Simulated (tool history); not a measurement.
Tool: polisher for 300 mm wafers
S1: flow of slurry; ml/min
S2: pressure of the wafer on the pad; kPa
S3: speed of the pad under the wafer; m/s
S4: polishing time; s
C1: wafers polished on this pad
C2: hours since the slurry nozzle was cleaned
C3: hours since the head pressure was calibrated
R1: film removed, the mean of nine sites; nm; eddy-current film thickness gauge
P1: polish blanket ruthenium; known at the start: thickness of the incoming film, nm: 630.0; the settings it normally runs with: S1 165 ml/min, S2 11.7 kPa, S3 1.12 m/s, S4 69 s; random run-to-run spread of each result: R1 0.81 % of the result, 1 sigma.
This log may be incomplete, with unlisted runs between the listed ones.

run   hour   S1    S2    S3   S4    C1     C2      C3      R1
  1   18.9  165  11.7  1.12   69   733  252.1     849  72.371
  2     28  165  17.9  1.12   69   806  261.2   858.1  111.89
  3   45.7  165  11.7  1.12   69   947  278.9   875.8  72.661
  4   63.4  100  11.7  1.12   69  1089  296.6   893.5  67.263
  5   73.5  165  11.7  1.12  106  1169  306.7   903.6  112.28
  6   89.5  165  15.2  0.56   69  1297  322.7   919.6  47.969
  7  106.5  165  11.7  1.12   69  1433  339.7   936.6  72.943
     113.2  -- worn pad replaced by a new one
  8  121.4  165  11.7  0.58   69    65  354.6   951.5  37.819
  9  136.5  165   7.6   0.7   69   186  369.7   966.6   30.04
 10  154.2  240  11.7  1.12   69   327  387.4   984.3  77.255
 11  163.3  165  11.7  1.12   31   400  396.5   993.4  33.305
 12  181.1  165  11.7  1.12   69   542  414.3  1011.2  74.165
 13  193.6  165  11.7  1.12   69   642  426.8  1023.7  73.697
 14  211.3  165   5.5  1.12   69   783  444.5  1041.4  35.005
 15  223.7  220  11.7  0.68   69   882  456.9  1053.8  46.793
 16  241.8  165  11.7   1.6   69  1027    475  1071.9  105.27
 17  255.9  165  11.7  1.12   69  1139  489.1    1086  72.969
 18  267.4  165  11.7  1.12   69  1231  500.6  1097.5  69.853
 19  278.7  165  11.7  1.12   69  1321  511.9  1108.8  69.404
 20  294.3  165  11.7  1.12   69  1446  527.5  1124.4  69.011
     296.2  -- worn pad replaced by a new one
 21  306.3  165  11.7  1.12   69    81  539.5  1136.4  67.778
 22  315.9  165  11.7  1.12   69   157  549.1    1146  68.055
 23  333.3  165  11.7  1.12   69   296  566.5  1163.4  66.385

What does the tool deliver on the next run?
 24  342.5  165  11.7  1.12  69  370  575.7  1172.6   ?

{"run 24": {"R1": 67.89}}

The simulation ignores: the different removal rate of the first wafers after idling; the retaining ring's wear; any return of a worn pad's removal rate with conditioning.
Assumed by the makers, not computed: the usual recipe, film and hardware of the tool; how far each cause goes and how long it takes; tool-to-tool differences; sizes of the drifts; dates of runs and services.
